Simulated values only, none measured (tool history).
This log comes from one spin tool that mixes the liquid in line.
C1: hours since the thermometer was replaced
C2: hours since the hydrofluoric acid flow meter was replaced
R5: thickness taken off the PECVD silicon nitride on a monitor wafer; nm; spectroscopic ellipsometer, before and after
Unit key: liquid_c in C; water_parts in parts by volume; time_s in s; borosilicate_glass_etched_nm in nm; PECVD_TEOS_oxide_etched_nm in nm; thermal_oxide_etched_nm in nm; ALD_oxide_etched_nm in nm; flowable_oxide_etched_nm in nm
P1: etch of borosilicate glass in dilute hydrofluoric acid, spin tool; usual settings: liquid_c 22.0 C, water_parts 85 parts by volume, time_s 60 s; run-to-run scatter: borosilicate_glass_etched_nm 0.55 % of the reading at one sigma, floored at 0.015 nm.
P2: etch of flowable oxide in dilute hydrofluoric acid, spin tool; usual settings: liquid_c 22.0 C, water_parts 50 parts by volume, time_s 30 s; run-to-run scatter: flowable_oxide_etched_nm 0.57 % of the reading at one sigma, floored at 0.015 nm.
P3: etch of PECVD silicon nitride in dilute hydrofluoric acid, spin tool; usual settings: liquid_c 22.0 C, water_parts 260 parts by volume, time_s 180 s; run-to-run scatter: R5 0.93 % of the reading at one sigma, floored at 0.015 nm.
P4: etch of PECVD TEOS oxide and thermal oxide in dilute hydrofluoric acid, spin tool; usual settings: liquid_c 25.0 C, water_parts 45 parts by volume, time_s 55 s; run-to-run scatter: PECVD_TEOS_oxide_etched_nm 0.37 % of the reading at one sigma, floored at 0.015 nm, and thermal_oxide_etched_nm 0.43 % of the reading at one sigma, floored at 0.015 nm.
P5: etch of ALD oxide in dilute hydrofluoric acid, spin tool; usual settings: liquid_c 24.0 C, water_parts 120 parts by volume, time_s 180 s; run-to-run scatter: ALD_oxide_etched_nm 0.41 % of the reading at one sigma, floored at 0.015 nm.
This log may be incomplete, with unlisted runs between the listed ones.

{"run": 1, "hour": 13.7, "process": "P1", "liquid_c": 22.0, "water_parts": 85, "time_s": 60, "C1": 831.5, "C2": 1265.1, "borosilicate_glass_etched_nm": 11.017}
{"run": 2, "hour": 24.8, "process": "P1", "liquid_c": 22.0, "water_parts": 140, "time_s": 60, "C1": 842.6, "C2": 1276.2, "borosilicate_glass_etched_nm": 6.2499}
{"run": 3, "hour": 33.6, "process": "P4", "liquid_c": 30.5, "water_parts": 45, "time_s": 55, "C1": 851.4, "C2": 1285.0, "PECVD_TEOS_oxide_etched_nm": 33.945, "thermal_oxide_etched_nm": 8.0372}
{"run": 4, "hour": 46.7, "process": "P5", "liquid_c": 17.0, "water_parts": 120, "time_s": 180, "C1": 864.5, "C2": 1298.1, "ALD_oxide_etched_nm": 18.017}
{"run": 5, "hour": 57.9, "process": "P3", "liquid_c": 17.0, "water_parts": 260, "time_s": 180, "C1": 875.7, "C2": 1309.3, "R5": 1.6229}
{"run": 6, "hour": 71.1, "process": "P1", "liquid_c": 22.0, "water_parts": 85, "time_s": 60, "C1": 888.9, "C2": 1322.5, "borosilicate_glass_etched_nm": 10.989}
{"run": 7, "hour": 86.6, "process": "P2", "liquid_c": 22.0, "water_parts": 50, "time_s": 15, "C1": 904.4, "C2": 1338.0, "flowable_oxide_etched_nm": 7.7458}
{"run": 8, "hour": 101.1, "process": "P3", "liquid_c": 22.0, "water_parts": 380, "time_s": 180, "C1": 918.9, "C2": 1352.5, "R5": 1.5092}
{"run": 9, "hour": 110.3, "process": "P4", "liquid_c": 25.0, "water_parts": 20, "time_s": 55, "C1": 928.1, "C2": 1361.7, "PECVD_TEOS_oxide_etched_nm": 63.433, "thermal_oxide_etched_nm": 15.133}
{"hour": 116.0, "done": "thermometer replaced"}
{"run": 10, "hour": 119.1, "process": "P4", "liquid_c": 25.0, "water_parts": 45, "time_s": 55, "C1": 3.2, "C2": 1370.5, "PECVD_TEOS_oxide_etched_nm": 27.152, "thermal_oxide_etched_nm": 6.4471}
{"run": 11, "hour": 126.7, "process": "P1", "liquid_c": 17.0, "water_parts": 85, "time_s": 60, "C1": 10.8, "C2": 1378.1, "borosilicate_glass_etched_nm": 8.8919}
{"run": 12, "hour": 140.7, "process": "P2", "liquid_c": 22.0, "water_parts": 90, "time_s": 30, "C1": 24.8, "C2": 1392.1, "flowable_oxide_etched_nm": 8.2078}
{"run": 13, "hour": 148.3, "process": "P1", "liquid_c": 29.0, "water_parts": 85, "time_s": 60, "C1": 32.4, "C2": 1399.7, "borosilicate_glass_etched_nm": 14.418}
{"run": 14, "hour": 159.5, "process": "P5", "liquid_c": 24.0, "water_parts": 120, "time_s": 75, "C1": 43.6, "C2": 1410.9, "ALD_oxide_etched_nm": 9.8889}
{"run": 15, "hour": 173.6, "process": "P5", "liquid_c": 24.0, "water_parts": 35, "time_s": 180, "C1": 57.7, "C2": 1425.0, "ALD_oxide_etched_nm": 90.322}
{"run": 16, "hour": 189.1, "process": "P1", "liquid_c": 22.0, "water_parts": 85, "time_s": 60, "C1": 73.2, "C2": 1440.5, "borosilicate_glass_etched_nm": 10.929}
{"run": 17, "hour": 204.6, "process": "P1", "liquid_c": 22.0, "water_parts": 85, "time_s": 15, "C1": 88.7, "C2": 1456.0, "borosilicate_glass_etched_nm": 2.7512}
{"run": 18, "hour": 220.3, "process": "P1", "liquid_c": 22.0, "water_parts": 50, "time_s": 60, "C1": 104.4, "C2": 1471.7, "borosilicate_glass_etched_nm": 19.729}
{"run": 19, "hour": 231.2, "process": "P1", "liquid_c": 22.0, "water_parts": 85, "time_s": 115, "C1": 115.3, "C2": 1482.6, "borosilicate_glass_etched_nm": 21.134}
{"run": 20, "hour": 243.4, "process": "P2", "liquid_c": 22.0, "water_parts": 50, "time_s": 30, "C1": 127.5, "C2": 1494.8, "flowable_oxide_etched_nm": 15.301}
{"run": 21, "hour": 257.2, "process": "P4", "liquid_c": 25.0, "water_parts": 45, "time_s": 15, "C1": 141.3, "C2": 1508.6, "PECVD_TEOS_oxide_etched_nm": 7.4034, "thermal_oxide_etched_nm": 1.729}
{"run": 22, "hour": 266.2, "process": "P5", "liquid_c": 24.0, "water_parts": 120, "time_s": 180, "C1": 150.3, "C2": 1517.6, "ALD_oxide_etched_nm": 23.676}
{"run": 23, "hour": 278.5, "process": "P2", "liquid_c": 17.0, "water_parts": 50, "time_s": 30, "C1": 162.6, "C2": 1529.9, "flowable_oxide_etched_nm": 12.531}
{"run": 24, "hour": 287.9, "process": "P1", "liquid_c": 22.0, "water_parts": 145, "time_s": 85, "C1": 172.0, "C2": 1539.3, "borosilicate_glass_etched_nm": 8.5525}
{"run": 25, "hour": 300.4, "process": "P3", "liquid_c": 22.0, "water_parts": 260, "time_s": 335, "C1": 184.5, "C2": 1551.8, "R5": 4.0844}
{"run": 26, "hour": 310.8, "process": "P1", "liquid_c": 22.0, "water_parts": 85, "time_s": 60, "C1": 194.9, "C2": 1562.2, "borosilicate_glass_etched_nm": 11.011}
{"run": 27, "hour": 323.8, "process": "P3", "liquid_c": 22.0, "water_parts": 260, "time_s": 180, "C1": 207.9, "C2": 1575.2, "R5": 2.2322}
{"run": 28, "hour": 334.4, "process": "P1", "liquid_c": 22.0, "water_parts": 85, "time_s": 60, "C1": 218.5, "C2": 1585.8, "borosilicate_glass_etched_nm": 11.04}
{"run": 29, "hour": 342.9, "process": "P1", "liquid_c": 22.0, "water_parts": 85, "time_s": 60, "C1": 227.0, "C2": 1594.3, "borosilicate_glass_etched_nm": 11.046}
{"run": 30, "hour": 357.5, "process": "P5", "liquid_c": 24.0, "water_parts": 120, "time_s": 180, "C1": 241.6, "C2": 1608.9, "ALD_oxide_etched_nm": 23.693}
{"run": 31, "hour": 368.1, "process": "P4", "liquid_c": 25.0, "water_parts": 45, "time_s": 55, "C1": 252.2, "C2": 1619.5, "PECVD_TEOS_oxide_etched_nm": 27.148, "thermal_oxide_etched_nm": 6.4466}
{"run": 32, "hour": 379.5, "process": "P1", "liquid_c": 22.0, "water_parts": 85, "time_s": 60, "C1": 263.6, "C2": 1630.9, "borosilicate_glass_etched_nm": 11.088}
{"run": 33, "hour": 391.3, "process": "P1", "liquid_c": 22.0, "water_parts": 85, "time_s": 60, "C1": 275.4, "C2": 1642.7, "borosilicate_glass_etched_nm": 11.26}
{"run": 34, "hour": 404.8, "process": "P1", "liquid_c": 22.0, "water_parts": 85, "time_s": 60, "C1": 288.9, "C2": 1656.2, "borosilicate_glass_etched_nm": 11.335}
{"run": 35, "hour": 417.0, "process": "P1", "liquid_c": 22.0, "water_parts": 85, "time_s": 60, "C1": 301.1, "C2": 1668.4, "borosilicate_glass_etched_nm": 11.328}
{"run": 36, "hour": 430.0, "process": "P1", "liquid_c": 22.0, "water_parts": 85, "time_s": 60, "C1": 314.1, "C2": 1681.4, "borosilicate_glass_etched_nm": 11.498}
{"run": 37, "hour": 440.9, "process": "P1", "liquid_c": 22.0, "water_parts": 85, "time_s": 60, "C1": 325.0, "C2": 1692.3, "borosilicate_glass_etched_nm": 11.641}
{"run": 38, "hour": 455.0, "process": "P1", "liquid_c": 22.0, "water_parts": 85, "time_s": 60, "C1": 339.1, "C2": 1706.4, "borosilicate_glass_etched_nm": 11.446}
{"run": 39, "hour": 465.8, "process": "P1", "liquid_c": 22.0, "water_parts": 85, "time_s": 60, "C1": 349.9, "C2": 1717.2, "borosilicate_glass_etched_nm": 11.676}
{"run": 40, "hour": 475.7, "process": "P1", "liquid_c": 22.0, "water_parts": 85, "time_s": 60, "C1": 359.8, "C2": 1727.1, "borosilicate_glass_etched_nm": 11.621}
{"run": 41, "hour": 483.4, "process": "P1", "liquid_c": 22.0, "water_parts": 85, "time_s": 60, "C1": 367.5, "C2": 1734.8, "borosilicate_glass_etched_nm": 11.72}

The log shows P1 creeping away from where it was. Any of the 2 causes listed here, at the size stated for it, fits the log just as well as the others:
A: liquid hotter than its thermometer reads (K) = 1.44
B: hydrofluoric acid flow above the setpoint (%) = 5.44
The process output started creeping at around hour 379.5.

4 check runs are offered, each on 5 wafers whose results are averaged, their results left as question marks. Which one tells the causes apart?
{"run": "check 1", "hour": 491.1, "process": "P2", "liquid_c": 17.0, "water_parts": 80, "time_s": 30, "flowable_oxide_etched_nm": "?"}
{"run": "check 2", "hour": 491.1, "process": "P5", "liquid_c": 18.0, "water_parts": 120, "time_s": 100, "ALD_oxide_etched_nm": "?"}
{"run": "check 3", "hour": 491.1, "process": "P3", "liquid_c": 22.0, "water_parts": 260, "time_s": 300, "R5": "?"}
{"run": "check 4", "hour": 491.1, "process": "P4", "liquid_c": 30.5, "water_parts": 45, "time_s": 15, "PECVD_TEOS_oxide_etched_nm": "?", "thermal_oxide_etched_nm": "?"}

Predicted outcomes, by check and by cause:
check=check_1 result=flowable_oxide_etched_nm if_A=8.0059 if_B=7.9767
check=check_2 result=ALD_oxide_etched_nm if_A=10.9880 if_B=10.9920
check=check_3 result=R5 if_A=4.0101 if_B=3.8592
check=check_4 result=PECVD_TEOS_oxide_etched_nm if_A=9.8032 if_B=9.8066
check=check_4 result=thermal_oxide_etched_nm if_A=2.3207 if_B=2.3215
Per-check spread between the two closest causes, in the result where they differ most: check 1 0.37 %; check 2 0.03 %; check 3 3.83 %; check 4 0.03 %
Check 3 distinguishes between the causes, while the remaining checks would return nearly the same result for all of them.

Here is what check 3 returned: R5 3.9902 nm. Which cause is it?

Of the candidate causes, it is A: liquid hotter than its thermometer reads (K).
